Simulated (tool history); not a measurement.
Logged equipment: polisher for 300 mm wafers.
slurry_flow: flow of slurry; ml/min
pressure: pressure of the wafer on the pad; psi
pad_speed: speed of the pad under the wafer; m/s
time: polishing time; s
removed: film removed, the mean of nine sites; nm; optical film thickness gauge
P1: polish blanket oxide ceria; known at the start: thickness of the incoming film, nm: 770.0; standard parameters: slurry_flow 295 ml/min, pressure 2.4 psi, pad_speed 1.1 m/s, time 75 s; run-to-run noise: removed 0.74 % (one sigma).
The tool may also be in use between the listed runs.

run	hour	slurry_flow	pressure	pad_speed	time	wafers polished on this pad	hours since the slurry nozzle was cleaned	hours since the head pressure was calibrated	removed
1	7.3	295	2.4	1.1	75	303	124.4	148.4	247.66
2	20.7	460	2.4	0.76	75	474	137.8	161.8	175.68
3	31.1	295	3	1.1	111	607	148.2	172.2	450.4
4	46.6	295	2.4	1.1	75	805	163.7	187.7	245.41
5	60.2	295	3.6	1.1	75	979	177.3	201.3	370.21
6	71.4	295	2.4	1.1	75	1122	188.5	212.5	248.85
7	86.7	370	2.4	1.1	75	1317	203.8	227.8	252.5
8	99	295	2.4	1.1	111	1474	216.1	240.1	366.12
9	110.4	295	2.4	1.42	75	1620	227.5	251.5	313.8
10	119.4	295	2.4	1.1	75	1735	236.5	260.5	242.84
11	134.3	175	2.4	1.1	75	1925	251.4	275.4	232.14
12	147.1	295	2.4	0.54	75	2088	264.2	288.2	119.92
13	155.4	295	2.4	1.1	75	2194	272.5	296.5	247.16
14	171.1	295	2.4	1.1	45	2395	288.2	312.2	146.7
15	184.1	295	1.5	1.1	75	2561	301.2	325.2	154.34
16	197.2	375	2.4	0.72	75	2728	314.3	338.3	164.96
17	206.3	295	2.4	1.1	75	2844	323.4	347.4	245.75
18	214.1	295	2.4	1.1	75	2944	331.2	355.2	242.68
19	221.3	295	2.4	1.1	75	3036	338.4	362.4	238.41

Run 20 has not been measured yet. What should we expect?
20	233.4	295	2.4	1.1	75	3191	350.5	374.5	?

removed: 238.22 nm
